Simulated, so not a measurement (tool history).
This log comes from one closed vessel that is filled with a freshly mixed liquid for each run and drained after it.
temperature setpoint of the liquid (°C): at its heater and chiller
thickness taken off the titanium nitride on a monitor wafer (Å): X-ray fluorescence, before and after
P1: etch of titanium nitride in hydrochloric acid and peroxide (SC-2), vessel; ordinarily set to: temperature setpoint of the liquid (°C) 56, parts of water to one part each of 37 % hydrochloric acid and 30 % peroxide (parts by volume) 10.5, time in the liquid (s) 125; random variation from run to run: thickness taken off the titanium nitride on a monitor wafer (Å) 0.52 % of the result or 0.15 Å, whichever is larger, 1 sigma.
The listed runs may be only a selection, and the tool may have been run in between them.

| run | day | temperature setpoint of the liquid (°C) | parts of water to one part each of 37 % hydrochloric acid and 30 % peroxide (parts by volume) | time in the liquid (s) | thickness taken off the titanium nitride on a monitor wafer (Å) |
|---|---|---|---|---|---|
| 1 | 0.425 | 56 | 10.5 | 125 | 68.04 |
| 2 | 0.729 | 56 | 4 | 125 | 141.72 |
| 3 | 1.138 | 56 | 10.5 | 125 | 67.893 |
| 4 | 1.408 | 72 | 10.5 | 125 | 179.75 |
| 5 | 1.779 | 56 | 10.5 | 125 | 67.392 |
| 6 | 2.221 | 56 | 10.5 | 125 | 67.588 |
| 7 | 2.654 | 41.5 | 16.5 | 125 | 17.389 |
| 8 | 2.933 | 56 | 10.5 | 125 | 67.691 |
| 9 | 3.262 | 56 | 10.5 | 70 | 37.733 |
| 10 | 3.675 | 56 | 19 | 125 | 40.235 |
|  | 3.846 | chemicals flow meter replaced |
| 11 | 4.112 | 56 | 10.5 | 125 | 67.351 |
| 12 | 4.408 | 39.5 | 10.5 | 125 | 22.414 |
| 13 | 4.796 | 68 | 10.5 | 30 | 34.568 |
| 14 | 5.112 | 64.5 | 10.5 | 235 | 216.51 |
| 15 | 5.567 | 56 | 10.5 | 250 | 134.81 |
| 16 | 6.017 | 56 | 10.5 | 125 | 67.343 |
| 17 | 6.483 | 56 | 10.5 | 125 | 67.965 |
| 18 | 6.754 | 56 | 10.5 | 125 | 70.053 |
| 19 | 7.133 | 56 | 10.5 | 125 | 71.325 |
| 20 | 7.55 | 56 | 10.5 | 125 | 73.549 |
| 21 | 7.825 | 56 | 10.5 | 125 | 73.15 |
| 22 | 8.1 | 56 | 10.5 | 125 | 73.302 |
| 23 | 8.412 | 56 | 10.5 | 125 | 73.185 |
| 24 | 8.917 | 56 | 10.5 | 125 | 74.041 |
| 25 | 9.329 | 56 | 10.5 | 125 | 73.926 |

Something has made what P1 gives creep away from where it was; the 2 causes below, each at its own stated size, fit the log equally well:
A: liquid hotter than its thermometer reads (K) = 1.37
B: chemicals flow above the setpoint (%) = 11.1
At approximately day 6.483, the process output began to creep.
Other possible causes, and why each is ruled out:
peroxide weaker than its label (%): 8 at the very most, moving thickness taken off the titanium nitride on a monitor wafer (Å) by -7.4 %, which is either too weak or the wrong sign

Consider the 4 check runs below, whose results appear as question marks and each of which averages 3 wafers. Which one distinguishes the causes, in that each cause would give it a clearly different result?
| check 1 | 9.742 | 40 | 15 | 125 | ? |
| check 2 | 9.742 | 56 | 18.5 | 125 | ? |
| check 3 | 9.742 | 67 | 10.5 | 245 | ? |
| check 4 | 9.742 | 44 | 4 | 125 | ? |

Check results expected under each cause:
| check | result | if A | if B |
|---|---|---|---|
| check 1 | thickness taken off the titanium nitride on a monitor wafer (Å) | 18.62 | 18.535 |
| check 2 | thickness taken off the titanium nitride on a monitor wafer (Å) | 45.09 | 45.397 |
| check 3 | thickness taken off the titanium nitride on a monitor wafer (Å) | 285.66 | 287.25 |
| check 4 | thickness taken off the titanium nitride on a monitor wafer (Å) | 69.663 | 67.914 |
Smallest distance between any two causes, each pair judged by its most separating result, in per cent: check 1 0.45 %; check 2 0.68 %; check 3 0.55 %; check 4 2.54 %
Of the check runs offered, only check 4 discriminates between the causes; the rest would read about the same regardless of which cause applies.

The results of check 4 are: thickness taken off the titanium nitride on a monitor wafer (Å) 67.749. Based on these, which of the listed causes is it?

B is the cause: chemicals flow above the setpoint (%).
